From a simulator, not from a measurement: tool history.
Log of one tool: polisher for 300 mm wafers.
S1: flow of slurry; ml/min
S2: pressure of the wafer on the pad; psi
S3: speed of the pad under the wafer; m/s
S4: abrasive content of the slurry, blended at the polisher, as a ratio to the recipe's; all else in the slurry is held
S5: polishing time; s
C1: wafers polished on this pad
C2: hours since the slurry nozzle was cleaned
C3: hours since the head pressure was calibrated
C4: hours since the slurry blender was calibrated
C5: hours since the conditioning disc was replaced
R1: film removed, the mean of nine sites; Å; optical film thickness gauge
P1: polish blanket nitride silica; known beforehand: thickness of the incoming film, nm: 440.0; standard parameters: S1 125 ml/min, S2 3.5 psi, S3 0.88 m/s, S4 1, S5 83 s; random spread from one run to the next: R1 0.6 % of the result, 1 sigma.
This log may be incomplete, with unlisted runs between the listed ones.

run 1 hour=8.9 | S1=125 S2=3.5 S3=0.88 S4=1 S5=83 | C1=549 C2=466.1 C3=51.9 C4=97.3 C5=109 | R1=429.13
run 2 hour=21.6 | S1=125 S2=5.2 S3=0.88 S4=1 S5=83 | C1=681 C2=478.8 C3=64.6 C4=110 C5=121.7 | R1=629.41
run 3 hour=28.8 | S1=75 S2=3.5 S3=0.88 S4=1 S5=83 | C1=756 C2=486 C3=71.8 C4=117.2 C5=128.9 | R1=371.84
run 4 hour=37.1 | S1=125 S2=3.5 S3=0.88 S4=0.7 S5=42 | C1=843 C2=494.3 C3=80.1 C4=125.5 C5=137.2 | R1=180.66
run 5 hour=52.5 | S1=125 S2=3.5 S3=0.88 S4=1.3 S5=83 | C1=1003 C2=509.7 C3=95.5 C4=140.9 C5=152.6 | R1=473.39
run 6 hour=65.8 | S1=125 S2=3.5 S3=1.26 S4=1 S5=44 | C1=1141 C2=523 C3=108.8 C4=154.2 C5=165.9 | R1=301.91
run 7 hour=81.2 | S1=125 S2=1.6 S3=0.88 S4=1 S5=83 | C1=1302 C2=538.4 C3=124.2 C4=169.6 C5=181.3 | R1=192.52
run 8 hour=93.8 | S1=125 S2=3.5 S3=0.88 S4=1 S5=47 | C1=1433 C2=551 C3=136.8 C4=182.2 C5=193.9 | R1=238.32
run 9 hour=103.6 | S1=125 S2=3.5 S3=1.16 S4=1 S5=83 | C1=1535 C2=560.8 C3=146.6 C4=192 C5=203.7 | R1=529.91
run 10 hour=112.5 | S1=125 S2=3.5 S3=0.88 S4=1 S5=83 | C1=1627 C2=569.7 C3=155.5 C4=200.9 C5=212.6 | R1=424.09
run 11 hour=123.3 | S1=125 S2=3.5 S3=0.88 S4=1 S5=83 | C1=1740 C2=580.5 C3=166.3 C4=211.7 C5=223.4 | R1=424.49
-- hour=123.8 head pressure recalibrated
run 12 hour=138.8 | S1=125 S2=3.5 S3=0.88 S4=1 S5=131 | C1=1901 C2=596 C3=15.1 C4=227.2 C5=238.9 | R1=671.99
run 13 hour=146.7 | S1=200 S2=3.5 S3=0.88 S4=1 S5=83 | C1=1983 C2=603.9 C3=23 C4=235.1 C5=246.8 | R1=456.58
run 14 hour=154.6 | S1=125 S2=3.5 S3=0.88 S4=1 S5=83 | C1=2065 C2=611.8 C3=30.9 C4=243 C5=254.7 | R1=425.81
run 15 hour=165.1 | S1=125 S2=3.5 S3=0.88 S4=0.55 S5=83 | C1=2174 C2=622.3 C3=41.4 C4=253.5 C5=265.2 | R1=311.12
-- hour=173.1 slurry nozzle cleaned
run 16 hour=178.5 | S1=125 S2=3.5 S3=0.88 S4=1 S5=83 | C1=2314 C2=5.4 C3=54.8 C4=266.9 C5=278.6 | R1=427.73
run 17 hour=190.1 | S1=125 S2=3.5 S3=0.4 S4=1 S5=83 | C1=2434 C2=17 C3=66.4 C4=278.5 C5=290.2 | R1=225.58

Run 18, settings as shown, results not yet in. Your forecast:
run 18 hour=200.8 | S1=125 S2=3.5 S3=0.88 S4=1 S5=83 | C1=2546 C2=27.7 C3=77.1 C4=289.2 C5=300.9 | R1=?

Logged for run 18: R1 421.72 Å.

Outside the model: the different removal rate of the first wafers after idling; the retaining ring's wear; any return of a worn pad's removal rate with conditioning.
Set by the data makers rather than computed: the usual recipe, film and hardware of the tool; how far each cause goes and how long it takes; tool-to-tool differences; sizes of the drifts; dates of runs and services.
